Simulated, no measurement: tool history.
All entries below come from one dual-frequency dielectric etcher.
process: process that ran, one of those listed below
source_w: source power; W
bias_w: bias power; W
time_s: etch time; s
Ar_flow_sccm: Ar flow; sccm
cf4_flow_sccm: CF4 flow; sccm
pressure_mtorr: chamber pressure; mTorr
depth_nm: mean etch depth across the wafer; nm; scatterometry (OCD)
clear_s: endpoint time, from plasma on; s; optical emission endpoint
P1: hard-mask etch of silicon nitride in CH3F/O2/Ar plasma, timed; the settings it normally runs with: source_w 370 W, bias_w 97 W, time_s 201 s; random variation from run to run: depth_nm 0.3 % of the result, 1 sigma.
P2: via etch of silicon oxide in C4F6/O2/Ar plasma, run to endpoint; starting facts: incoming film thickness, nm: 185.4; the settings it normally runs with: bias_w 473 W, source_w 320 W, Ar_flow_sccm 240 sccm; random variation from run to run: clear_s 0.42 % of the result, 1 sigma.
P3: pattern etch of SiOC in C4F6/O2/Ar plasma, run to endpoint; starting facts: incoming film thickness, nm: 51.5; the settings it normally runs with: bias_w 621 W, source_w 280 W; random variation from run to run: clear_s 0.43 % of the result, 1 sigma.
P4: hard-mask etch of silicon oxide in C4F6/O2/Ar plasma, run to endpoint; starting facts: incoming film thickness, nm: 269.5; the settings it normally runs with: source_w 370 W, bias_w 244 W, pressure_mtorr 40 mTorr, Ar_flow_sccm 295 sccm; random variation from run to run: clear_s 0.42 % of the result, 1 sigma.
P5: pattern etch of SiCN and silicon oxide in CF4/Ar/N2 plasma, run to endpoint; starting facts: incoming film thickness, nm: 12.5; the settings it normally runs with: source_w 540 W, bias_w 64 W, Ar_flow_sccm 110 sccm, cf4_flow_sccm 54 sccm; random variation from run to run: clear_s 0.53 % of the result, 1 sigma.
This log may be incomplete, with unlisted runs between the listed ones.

run	hour	process	source_w	bias_w	time_s	Ar_flow_sccm	cf4_flow_sccm	pressure_mtorr	hours since the last wet clean	hours since the last source power generator calibration	hours since the last bias power generator calibration	depth_nm	clear_s
1	10	P1	370	97	201				271.1	2519.4	633.4	152.49	
2	19.2	P1	370	97	201				280.3	2528.6	642.6	152	
3	34	P1	370	118	201				295.1	2543.4	657.4	163.25	
4	49	P1	370	97	201				310.1	2558.4	672.4	153.58	
5	57.2	P1	230	97	201				318.3	2566.6	680.6	127.74	
6	67	P5	540	64		110	54		328.1	2576.4	690.4		13.566
7	75.7	P5	540	64		110	69		336.8	2585.1	699.1		13.025
8	85.2	P3	280	621					346.3	2594.6	708.6		18.59
9	96.5	P5	540	84		110	54		357.6	2605.9	719.9		12.436
10	109.5	P5	540	64		71	54		370.6	2618.9	732.9		12.736
11	123.9	P3	280	862					385	2633.3	747.3		16.366
12	133	P2	320	473		340			394.1	2642.4	756.4		46.222
13	148	P4	370	244		295		27	409.1	2657.4	771.4		78.932
14	160.1	P1	370	97	111.5				421.2	2669.5	783.5	84.854	
15	170.9	P2	190	473		240			432	2680.3	794.3		53.428
16	186	P1	370	97	201				447.1	2695.4	809.4	152.36	
17	199	P1	370	97	201				460.1	2708.4	822.4	152.73	
18	209.4	P1	370	65	111.5				470.5	2718.8	832.8	73.731	
19	216.9	P4	370	180		295		40	478	2726.3	840.3		91.635
20	231.8	P5	540	64		110	54		492.9	2741.2	855.2		13.609
# hour 235.5: source power generator calibrated
21	239.6	P4	370	244		295		40	500.7	4.2	863		82.488
22	246.9	P1	370	68	201				508	11.5	870.3	135.42	
23	253.7	P4	370	244		374		40	514.8	18.3	877.1		84.729
24	263.9	P1	440	97	201				525	28.5	887.3	163.22	
25	278	P4	230	244		295		40	539.1	42.6	901.4		98.489
26	285.3	P2	320	638		240			546.4	49.9	908.7		39.355
27	293.9	P1	370	97	273.5				555	58.5	917.3	208.73	
28	306.2	P3	380	621					567.3	70.8	929.6		16.666
29	316.3	P1	370	97	201				577.4	80.9	939.7	153.19	
30	329.1	P5	640	64		110	54		590.2	93.7	952.5		11.606

Run 31 comes next. What will it give?
31	342.9	P2	320	473		240			604	107.5	966.3		?

{"run 31": {"clear_s": 44.221}}
